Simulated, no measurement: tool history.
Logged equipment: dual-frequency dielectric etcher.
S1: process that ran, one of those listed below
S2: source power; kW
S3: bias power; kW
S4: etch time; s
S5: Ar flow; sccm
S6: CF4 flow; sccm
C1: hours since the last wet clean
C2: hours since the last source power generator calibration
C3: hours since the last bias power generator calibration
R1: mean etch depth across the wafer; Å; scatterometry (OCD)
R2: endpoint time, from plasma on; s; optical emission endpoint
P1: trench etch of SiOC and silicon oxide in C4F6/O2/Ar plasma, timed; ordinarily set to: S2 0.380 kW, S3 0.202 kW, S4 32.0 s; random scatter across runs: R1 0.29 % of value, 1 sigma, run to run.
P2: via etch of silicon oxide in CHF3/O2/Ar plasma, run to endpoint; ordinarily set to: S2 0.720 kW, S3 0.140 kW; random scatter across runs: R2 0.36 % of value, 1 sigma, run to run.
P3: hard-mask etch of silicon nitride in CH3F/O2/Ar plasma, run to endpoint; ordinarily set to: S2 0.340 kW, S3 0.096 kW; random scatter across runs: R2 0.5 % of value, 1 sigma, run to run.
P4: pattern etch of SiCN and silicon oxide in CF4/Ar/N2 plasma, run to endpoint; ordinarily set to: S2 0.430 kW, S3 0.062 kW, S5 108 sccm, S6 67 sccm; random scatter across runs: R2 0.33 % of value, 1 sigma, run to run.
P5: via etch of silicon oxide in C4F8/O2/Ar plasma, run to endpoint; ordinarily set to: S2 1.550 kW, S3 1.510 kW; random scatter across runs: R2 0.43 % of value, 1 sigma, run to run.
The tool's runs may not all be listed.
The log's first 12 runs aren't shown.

run 13 hour=112.4 | S1=P1 S2=0.230 S3=0.202 S4=39.0 | C1=313.9 C2=1058.9 C3=2218.2 | R1=651.84
run 14 hour=124.3 | S1=P4 S2=0.430 S3=0.086 S5=108 S6=67 | C1=325.8 C2=1070.8 C3=2230.1 | R2=9.8857
run 15 hour=136.2 | S1=P4 S2=0.430 S3=0.062 S5=72 S6=67 | C1=337.7 C2=1082.7 C3=2242.0 | R2=10.4400
run 16 hour=143.5 | S1=P3 S2=0.340 S3=0.119 | C1=345.0 C2=1090.0 C3=2249.3 | R2=39.8410
run 17 hour=155.6 | S1=P4 S2=0.430 S3=0.062 S5=108 S6=67 | C1=357.1 C2=1102.1 C3=2261.4 | R2=11.0850
run 18 hour=161.5 | S1=P1 S2=0.380 S3=0.202 S4=19.0 | C1=363.0 C2=1108.0 C3=2267.3 | R1=383.00
run 19 hour=168.9 | S1=P3 S2=0.430 S3=0.096 | C1=370.4 C2=1115.4 C3=2274.7 | R2=39.7740
run 20 hour=180.4 | S1=P1 S2=0.380 S3=0.202 S4=45.0 | C1=381.9 C2=1126.9 C3=2286.2 | R1=912.60
run 21 hour=191.9 | S1=P3 S2=0.340 S3=0.096 | C1=393.4 C2=1138.4 C3=2297.7 | R2=43.4460
run 22 hour=199.0 | S1=P4 S2=0.310 S3=0.062 S5=108 S6=67 | C1=400.5 C2=1145.5 C3=2304.8 | R2=14.8970
run 23 hour=205.9 | S1=P1 S2=0.470 S3=0.202 S4=32.0 | C1=407.4 C2=1152.4 C3=2311.7 | R1=704.20
run 24 hour=217.7 | S1=P2 S2=0.960 S3=0.140 | C1=419.2 C2=1164.2 C3=2323.5 | R2=341.7900
run 25 hour=225.2 | S1=P1 S2=0.380 S3=0.259 S4=32.0 | C1=426.7 C2=1171.7 C3=2331.0 | R1=700.95
run 26 hour=232.6 | S1=P1 S2=0.460 S3=0.202 S4=25.5 | C1=434.1 C2=1179.1 C3=2338.4 | R1=555.61
run 27 hour=240.9 | S1=P2 S2=0.720 S3=0.140 | C1=442.4 C2=1187.4 C3=2346.7 | R2=381.3800
run 28 hour=252.4 | S1=P4 S2=0.430 S3=0.062 S5=108 S6=90 | C1=453.9 C2=1198.9 C3=2358.2 | R2=10.5720
run 29 hour=258.4 | S1=P3 S2=0.340 S3=0.096 | C1=459.9 C2=1204.9 C3=2364.2 | R2=43.5990
run 30 hour=263.9 | S1=P1 S2=0.380 S3=0.202 S4=32.0 | C1=465.4 C2=1210.4 C3=2369.7 | R1=652.85
run 31 hour=270.2 | S1=P1 S2=0.380 S3=0.202 S4=32.0 | C1=471.7 C2=1216.7 C3=2376.0 | R1=646.98
run 32 hour=275.9 | S1=P1 S2=0.380 S3=0.202 S4=32.0 | C1=477.4 C2=1222.4 C3=2381.7 | R1=641.41
run 33 hour=283.8 | S1=P1 S2=0.380 S3=0.202 S4=32.0 | C1=485.3 C2=1230.3 C3=2389.6 | R1=642.22
run 34 hour=291.6 | S1=P1 S2=0.380 S3=0.202 S4=32.0 | C1=493.1 C2=1238.1 C3=2397.4 | R1=640.80
-- hour=292.5 wet clean of the chamber
run 35 hour=298.9 | S1=P1 S2=0.380 S3=0.202 S4=32.0 | C1=6.4 C2=1245.4 C3=2404.7 | R1=637.64

Run 36 has not been measured yet. What should we expect?
run 36 hour=305.7 | S1=P1 S2=0.380 S3=0.202 S4=32.0 | C1=13.2 C2=1252.2 C3=2411.5 | R1=?

R1: 637.41 Å
